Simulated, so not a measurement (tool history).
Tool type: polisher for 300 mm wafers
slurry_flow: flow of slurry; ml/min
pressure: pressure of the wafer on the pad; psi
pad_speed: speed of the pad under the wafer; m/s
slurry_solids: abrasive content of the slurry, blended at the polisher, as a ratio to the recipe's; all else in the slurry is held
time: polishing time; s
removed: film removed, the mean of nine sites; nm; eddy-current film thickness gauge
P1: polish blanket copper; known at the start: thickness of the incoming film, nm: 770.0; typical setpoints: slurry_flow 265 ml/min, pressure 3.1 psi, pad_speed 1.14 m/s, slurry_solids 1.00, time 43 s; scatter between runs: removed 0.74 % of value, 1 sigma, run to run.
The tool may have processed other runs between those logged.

| run | hour | slurry_flow | pressure | pad_speed | slurry_solids | time | wafers polished on this pad | hours since the slurry nozzle was cleaned | hours since the head pressure was calibrated | hours since the slurry blender was calibrated | removed |
|---|---|---|---|---|---|---|---|---|---|---|---|
| 1 | 11.1 | 265 | 3.1 | 1.14 | 1.00 | 43 | 694 | 219.9 | 681.7 | 190.4 | 167.460 |
| 2 | 23.0 | 265 | 3.1 | 1.14 | 1.00 | 43 | 823 | 231.8 | 693.6 | 202.3 | 169.420 |
| 3 | 32.8 | 265 | 3.1 | 1.14 | 1.00 | 23 | 929 | 241.6 | 703.4 | 212.1 | 90.055 |
| 4 | 42.1 | 265 | 3.1 | 0.86 | 1.00 | 60 | 1030 | 250.9 | 712.7 | 221.4 | 175.820 |
|  | 43.4 | slurry nozzle cleaned |
| 5 | 50.9 | 265 | 3.1 | 1.14 | 1.00 | 58 | 1126 | 7.6 | 721.5 | 230.2 | 225.490 |
| 6 | 62.1 | 265 | 3.1 | 1.14 | 1.40 | 43 | 1247 | 18.8 | 732.7 | 241.4 | 178.980 |
| 7 | 73.0 | 265 | 3.1 | 1.14 | 1.00 | 43 | 1365 | 29.7 | 743.6 | 252.3 | 169.370 |
|  | 82.1 | head pressure recalibrated |
| 8 | 85.5 | 265 | 1.8 | 1.14 | 1.00 | 43 | 1500 | 42.2 | 3.4 | 264.8 | 96.311 |
| 9 | 98.0 | 265 | 3.1 | 1.14 | 1.00 | 43 | 1636 | 54.7 | 15.9 | 277.3 | 169.300 |
| 10 | 104.8 | 265 | 3.1 | 0.76 | 1.00 | 43 | 1710 | 61.5 | 22.7 | 284.1 | 111.980 |
| 11 | 112.5 | 265 | 3.1 | 0.64 | 0.65 | 43 | 1793 | 69.2 | 30.4 | 291.8 | 85.123 |
|  | 115.1 | worn pad replaced by a new one |
| 12 | 119.2 | 265 | 3.1 | 1.14 | 0.60 | 43 | 45 | 75.9 | 37.1 | 298.5 | 149.480 |
| 13 | 130.7 | 335 | 3.1 | 1.44 | 1.00 | 43 | 170 | 87.4 | 48.6 | 310.0 | 218.530 |
| 14 | 137.7 | 265 | 3.1 | 1.14 | 1.00 | 43 | 245 | 94.4 | 55.6 | 317.0 | 169.580 |
| 15 | 146.2 | 265 | 3.1 | 1.14 | 1.00 | 43 | 338 | 102.9 | 64.1 | 325.5 | 167.460 |
| 16 | 153.5 | 265 | 4.6 | 1.14 | 1.00 | 43 | 417 | 110.2 | 71.4 | 332.8 | 249.510 |
| 17 | 166.5 | 265 | 3.1 | 1.14 | 1.00 | 43 | 557 | 123.2 | 84.4 | 345.8 | 167.050 |
| 18 | 178.0 | 390 | 3.1 | 1.14 | 1.00 | 43 | 682 | 134.7 | 95.9 | 357.3 | 173.590 |
| 19 | 188.8 | 265 | 3.1 | 1.44 | 1.00 | 43 | 799 | 145.5 | 106.7 | 368.1 | 211.820 |
| 20 | 199.7 | 160 | 3.1 | 1.14 | 1.00 | 43 | 917 | 156.4 | 117.6 | 379.0 | 156.840 |
| 21 | 211.9 | 265 | 3.1 | 1.14 | 1.00 | 43 | 1049 | 168.6 | 129.8 | 391.2 | 167.310 |
| 22 | 218.0 | 265 | 3.1 | 1.14 | 1.00 | 43 | 1115 | 174.7 | 135.9 | 397.3 | 164.800 |
| 23 | 230.1 | 265 | 3.1 | 1.14 | 1.00 | 43 | 1246 | 186.8 | 148.0 | 409.4 | 160.510 |
| 24 | 240.7 | 265 | 3.1 | 1.14 | 1.00 | 43 | 1361 | 197.4 | 158.6 | 420.0 | 159.030 |
|  | 241.5 | slurry blender recalibrated |
|  | 247.4 | worn pad replaced by a new one |
| 25 | 250.4 | 265 | 3.1 | 1.14 | 1.00 | 43 | 32 | 207.1 | 168.3 | 9.0 | 158.970 |
| 26 | 256.7 | 265 | 3.1 | 1.14 | 1.00 | 43 | 101 | 213.4 | 174.6 | 15.3 | 156.620 |
| 27 | 266.7 | 265 | 3.1 | 1.14 | 1.00 | 43 | 209 | 223.4 | 184.6 | 25.3 | 159.670 |

The log shows P1 creeping away from where it was. Any of the 2 causes listed here, at the size stated for it, fits the log just as well as the others:
A: slurry flow missing at the pad, % = 36.4
B: head's pressure below its setpoint, % = 5.59
The process output started creeping at around hour 211.9.
Why every other cause is out:
removal rate lost through wear of the pad, %: serviced after onset, at hour 247.4, with no recovery of the prior output
abrasive missing from the slurry, %: serviced after onset, at hour 241.5, with no recovery of the prior output

Which of the 4 check runs listed below, each an average over 3 wafers with its results shown as question marks, gives clearly different results under the different listed causes?
| check 1 | 276.7 | 265 | 2.3 | 1.14 | 1.00 | 43 |  |  |  |  | ? |
| check 2 | 276.7 | 160 | 3.1 | 1.14 | 1.00 | 43 |  |  |  |  | ? |
| check 3 | 276.7 | 265 | 3.1 | 1.14 | 1.40 | 28 |  |  |  |  | ? |
| check 4 | 276.7 | 325 | 3.8 | 1.14 | 1.00 | 43 |  |  |  |  | ? |

How each check would come out, cause by cause:
| check | result | if A | if B |
|---|---|---|---|
| check 1 | removed | 117.800 | 117.800 |
| check 2 | removed | 143.650 | 148.650 |
| check 3 | removed | 111.270 | 111.270 |
| check 4 | removed | 200.350 | 198.330 |
Per-check spread between the two closest causes, in the result where they differ most: check 1 0 %; check 2 3.43 %; check 3 0 %; check 4 1.01 %
Check 2 distinguishes between the causes, while the remaining checks would return nearly the same result for all of them.

Then check 2 was run and gave: removed 148.360 nm. Which cause is it?

It was cause B: head's pressure below its setpoint, %.
